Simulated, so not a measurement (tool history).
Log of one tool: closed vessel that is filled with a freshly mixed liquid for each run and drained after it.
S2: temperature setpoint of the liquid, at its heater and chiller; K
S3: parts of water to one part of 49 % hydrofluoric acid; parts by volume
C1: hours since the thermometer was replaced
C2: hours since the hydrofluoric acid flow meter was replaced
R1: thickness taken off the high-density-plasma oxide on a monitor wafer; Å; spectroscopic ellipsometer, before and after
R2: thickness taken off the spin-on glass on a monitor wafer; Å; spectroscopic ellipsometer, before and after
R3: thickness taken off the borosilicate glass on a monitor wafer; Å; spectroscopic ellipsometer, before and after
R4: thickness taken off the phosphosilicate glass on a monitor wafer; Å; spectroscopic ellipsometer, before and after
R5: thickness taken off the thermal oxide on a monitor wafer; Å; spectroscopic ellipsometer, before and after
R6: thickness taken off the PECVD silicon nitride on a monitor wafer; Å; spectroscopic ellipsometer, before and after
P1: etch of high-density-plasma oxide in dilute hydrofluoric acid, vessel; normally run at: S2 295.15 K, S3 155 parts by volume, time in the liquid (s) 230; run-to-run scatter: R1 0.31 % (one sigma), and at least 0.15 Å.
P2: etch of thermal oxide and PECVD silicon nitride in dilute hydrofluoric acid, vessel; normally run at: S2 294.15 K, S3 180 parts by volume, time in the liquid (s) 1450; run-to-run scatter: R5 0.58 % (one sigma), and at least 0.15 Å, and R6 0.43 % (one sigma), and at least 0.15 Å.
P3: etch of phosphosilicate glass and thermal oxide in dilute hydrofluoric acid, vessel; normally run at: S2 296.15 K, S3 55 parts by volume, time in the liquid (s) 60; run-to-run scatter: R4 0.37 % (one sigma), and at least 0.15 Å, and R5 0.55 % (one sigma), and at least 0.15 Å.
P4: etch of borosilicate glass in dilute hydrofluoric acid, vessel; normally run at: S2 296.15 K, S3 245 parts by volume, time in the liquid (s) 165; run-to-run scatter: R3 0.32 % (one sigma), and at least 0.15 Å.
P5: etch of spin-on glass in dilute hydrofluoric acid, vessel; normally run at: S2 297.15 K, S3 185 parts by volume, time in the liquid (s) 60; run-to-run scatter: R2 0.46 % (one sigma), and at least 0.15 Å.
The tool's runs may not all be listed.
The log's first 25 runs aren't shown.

Run 26, day 11.188: process that ran P1, S2 295.15 K, S3 75 parts by volume, time in the liquid (s) 230; C1 1590.3; C2 889.5. Result: R1 169.7 Å.
Run 27, day 11.804: process that ran P1, S2 295.15 K, S3 155 parts by volume, time in the liquid (s) 345; C1 1605.1; C2 904.3. Result: R1 112.35 Å.
Run 28, day 12.417: process that ran P1, S2 300.65 K, S3 155 parts by volume, time in the liquid (s) 230; C1 1619.8; C2 919. Result: R1 92.417 Å.
Run 29, day 13.008: process that ran P4, S2 296.15 K, S3 70 parts by volume, time in the liquid (s) 165; C1 1634; C2 933.2. Result: R3 742.24 Å.
Run 30, day 13.312: process that ran P1, S2 295.15 K, S3 155 parts by volume, time in the liquid (s) 230; C1 1641.3; C2 940.5. Result: R1 74.962 Å.
Run 31, day 13.717: process that ran P3, S2 291.15 K, S3 55 parts by volume, time in the liquid (s) 60; C1 1651; C2 950.2. Result: R4 1129.1 Å, R5 43.018 Å.
Run 32, day 14.012: process that ran P1, S2 295.15 K, S3 155 parts by volume, time in the liquid (s) 230; C1 1658.1; C2 957.3. Result: R1 75.158 Å.
Run 33, day 14.596: process that ran P1, S2 295.15 K, S3 155 parts by volume, time in the liquid (s) 230; C1 1672.1; C2 971.3. Result: R1 77.081 Å.
Run 34, day 14.942: process that ran P1, S2 295.15 K, S3 155 parts by volume, time in the liquid (s) 230; C1 1680.4; C2 979.6. Result: R1 77.579 Å.
Run 35, day 15.296: process that ran P1, S2 295.15 K, S3 155 parts by volume, time in the liquid (s) 230; C1 1688.9; C2 988.1. Result: R1 77.37 Å.
Run 36, day 15.762: process that ran P1, S2 295.15 K, S3 155 parts by volume, time in the liquid (s) 230; C1 1700.1; C2 999.3. Result: R1 78.489 Å.
Run 37, day 16.242: process that ran P1, S2 295.15 K, S3 155 parts by volume, time in the liquid (s) 230; C1 1711.6; C2 1010.8. Result: R1 78.807 Å.

Forecast run 38:
Run 38, day 16.575: process that ran P1, S2 295.15 K, S3 155 parts by volume, time in the liquid (s) 230; C1 1719.6; C2 1018.8. Result: R1 ?.

Run 38 gave R1 78.926 Å.
